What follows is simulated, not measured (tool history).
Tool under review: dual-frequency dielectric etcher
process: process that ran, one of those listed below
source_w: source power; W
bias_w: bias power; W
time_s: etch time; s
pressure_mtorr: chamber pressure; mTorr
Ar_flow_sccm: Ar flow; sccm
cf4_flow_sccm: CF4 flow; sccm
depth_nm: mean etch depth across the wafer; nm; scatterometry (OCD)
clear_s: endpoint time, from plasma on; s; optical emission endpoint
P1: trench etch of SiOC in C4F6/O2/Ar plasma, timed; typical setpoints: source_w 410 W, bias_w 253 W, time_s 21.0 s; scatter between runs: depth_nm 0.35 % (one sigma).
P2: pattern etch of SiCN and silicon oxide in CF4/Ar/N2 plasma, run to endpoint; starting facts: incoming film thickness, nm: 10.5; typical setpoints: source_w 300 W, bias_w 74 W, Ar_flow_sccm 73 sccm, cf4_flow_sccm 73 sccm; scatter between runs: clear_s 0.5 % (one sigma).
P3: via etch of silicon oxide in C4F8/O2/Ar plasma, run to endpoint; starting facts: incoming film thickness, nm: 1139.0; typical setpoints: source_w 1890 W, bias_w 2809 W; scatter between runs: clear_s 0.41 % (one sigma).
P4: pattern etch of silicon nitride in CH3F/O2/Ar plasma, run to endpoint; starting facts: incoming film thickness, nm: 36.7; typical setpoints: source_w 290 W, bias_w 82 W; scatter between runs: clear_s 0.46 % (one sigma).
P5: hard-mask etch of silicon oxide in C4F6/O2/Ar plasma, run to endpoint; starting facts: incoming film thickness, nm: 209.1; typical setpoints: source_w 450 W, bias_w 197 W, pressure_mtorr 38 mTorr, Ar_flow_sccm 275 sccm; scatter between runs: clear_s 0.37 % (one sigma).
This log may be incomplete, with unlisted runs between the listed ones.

run   hour  process  source_w  bias_w  time_s  pressure_mtorr  Ar_flow_sccm  cf4_flow_sccm  hours since the last wet clean  hours since the last source power generator calibration  hours since the last bias power generator calibration  depth_nm  clear_s
  1    7.6       P1       410     253    21.0                                                                        147.3                                                   2169.7                                                  592.1    50.338
  2   15.3       P1       410     201    16.5                                                                        155.0                                                   2177.4                                                  599.8    36.861
  3   21.3       P1       410     253    21.0                                                                        161.0                                                   2183.4                                                  605.8    50.355
  4   29.0       P4       290     113                                                                                168.7                                                   2191.1                                                  613.5             49.950
  5   35.2       P5       450     197                      38           181                                          174.9                                                   2197.3                                                  619.7             57.829
  6   42.7       P3      1120    2809                                                                                182.4                                                   2204.8                                                  627.2            258.350
  7   47.7       P4       180      82                                                                                187.4                                                   2209.8                                                  632.2             67.232
  8   55.1       P5       280     197                      38           275                                          194.8                                                   2217.2                                                  639.6             72.600
  9   61.6       P3      1890    2038                                                                                201.3                                                   2223.7                                                  646.1            229.560
 10   69.5       P5       450     197                      46           275                                          209.2                                                   2231.6                                                  654.0             62.206
 11   76.1       P1       510     253    21.0                                                                        215.8                                                   2238.2                                                  660.6    54.878
 12   80.5       P2       300      74                                    73             95                           220.2                                                   2242.6                                                  665.0             16.039
 13   86.2       P2       300      74                                    73             73                           225.9                                                   2248.3                                                  670.7             16.646
 14   91.4       P1       410     334    21.0                                                                        231.1                                                   2253.5                                                  675.9    55.394
 15   97.1       P1       410     253    13.5                                                                        236.8                                                   2259.2                                                  681.6    32.295
 16  103.3       P3      1890    2809                                                                                243.0                                                   2265.4                                                  687.8            210.540
 17  109.9       P2       300      74                                    49             73                           249.6                                                   2272.0                                                  694.4             15.886
 18  117.9       P1       410     253    21.0                                                                        257.6                                                   2280.0                                                  702.4    50.389
 19  126.2       P2       430      74                                    73             73                           265.9                                                   2288.3                                                  710.7             12.061
 20  129.8       P1       410     253    21.0                                                                        269.5                                                   2291.9                                                  714.3    50.604
 21  138.1       P4       290      82                                                                                277.8                                                   2300.2                                                  722.6             55.706
 22  142.5       P5       450     197                      38           275                                          282.2                                                   2304.6                                                  727.0             60.877
 23  150.4       P2       300      47                                    73             73                           290.1                                                   2312.5                                                  734.9             19.210
 24  155.7       P1       310     253    21.0                                                                        295.4                                                   2317.8                                                  740.2    45.316
 25  159.3       P1       410     253    21.0                                                                        299.0                                                   2321.4                                                  743.8    50.424
     161.0  -- wet clean of the chamber
 26  167.1       P1       410     178    21.0                                                                          6.2                                                   2329.2                                                  751.6    45.308
 27  172.9       P1       410     253    30.5                                                                         12.0                                                   2335.0                                                  757.4    73.155
 28  181.1       P5       450     263                      38           275                                           20.2                                                   2343.2                                                  765.6             54.919
 29  189.1       P2       300      74                                    73             73                            28.2                                                   2351.2                                                  773.6             16.632
 30  193.3       P1       410     253    21.0                                                                         32.4                                                   2355.4                                                  777.8    50.520
 31  197.4       P3      1890    2809                                                                                 36.5                                                   2359.5                                                  781.9            210.870
 32  204.2       P1       410     253    21.0                                                                         43.3                                                   2366.3                                                  788.7    50.488
 33  210.9       P1       410     253    21.0                                                                         50.0                                                   2373.0                                                  795.4    50.427
 34  217.7       P1       410     253    21.0                                                                         56.8                                                   2379.8                                                  802.2    49.958
 35  222.3       P1       410     253    21.0                                                                         61.4                                                   2384.4                                                  806.8    50.187
 36  229.2       P1       410     253    21.0                                                                         68.3                                                   2391.3                                                  813.7    49.583
 37  234.2       P1       410     253    21.0                                                                         73.3                                                   2396.3                                                  818.7    49.617
 38  241.4       P1       410     253    21.0                                                                         80.5                                                   2403.5                                                  825.9    49.973
 39  246.1       P1       410     253    21.0                                                                         85.2                                                   2408.2                                                  830.6    49.692
     246.9  -- wet clean of the chamber
 40  251.2       P1       410     253    21.0                                                                          4.3                                                   2413.3                                                  835.7    49.723
 41  258.8       P1       410     253    21.0                                                                         11.9                                                   2420.9                                                  843.3    49.628
 42  265.5       P1       410     253    21.0                                                                         18.6                                                   2427.6                                                  850.0    49.441

The output of P1 has drifted from where it used to be. Each of the 2 causes below, taken at the size shown beside it, accounts for the log equally well:
A: bias power that arrives under what is set, % = 5
B: source power that arrives under what is set, % = 4.42
At approximately hour 210.9, the process output began to creep.
What rules out each remaining cause:
chamber walls in a state that lowers the etch rate, %: its service at hour 246.9 followed the start of the drift and did not put the process back to its old value

Each of the check runs listed below is run on 3 wafers and reports their average, with the results left as question marks. Pick the one under which the possible causes would lead to clearly different results.
check 1  272.2       P4       200      82                                                                                                                                                                                                                       ?
check 2  272.2       P5       360     197                      38           275                                                                                                                                                                                 ?
check 3  272.2       P2       410      74                                    60             73                                                                                                                                                                  ?
check 4  272.2       P3      1890    2214                                                                                                                                                                                                                       ?

What each check would give under each cause:
  check   result     if A     if B
check 1  clear_s   65.702   65.563
check 2  clear_s   67.061   67.122
check 3  clear_s   12.487   12.790
check 4  clear_s  229.180  229.860
Separation of the two closest causes in each check, using whichever result separates them best: check 1 0.21 %; check 2 0.09 %; check 3 2.4 %; check 4 0.29 %
The causes can be told apart only by check 3. The other checks would give nearly the same results under each of them.

Check 3 has now been run. It gave: clear_s 12.539 s. Which of the candidate causes is it?

The correct cause is A, namely: bias power that arrives under what is set, %.

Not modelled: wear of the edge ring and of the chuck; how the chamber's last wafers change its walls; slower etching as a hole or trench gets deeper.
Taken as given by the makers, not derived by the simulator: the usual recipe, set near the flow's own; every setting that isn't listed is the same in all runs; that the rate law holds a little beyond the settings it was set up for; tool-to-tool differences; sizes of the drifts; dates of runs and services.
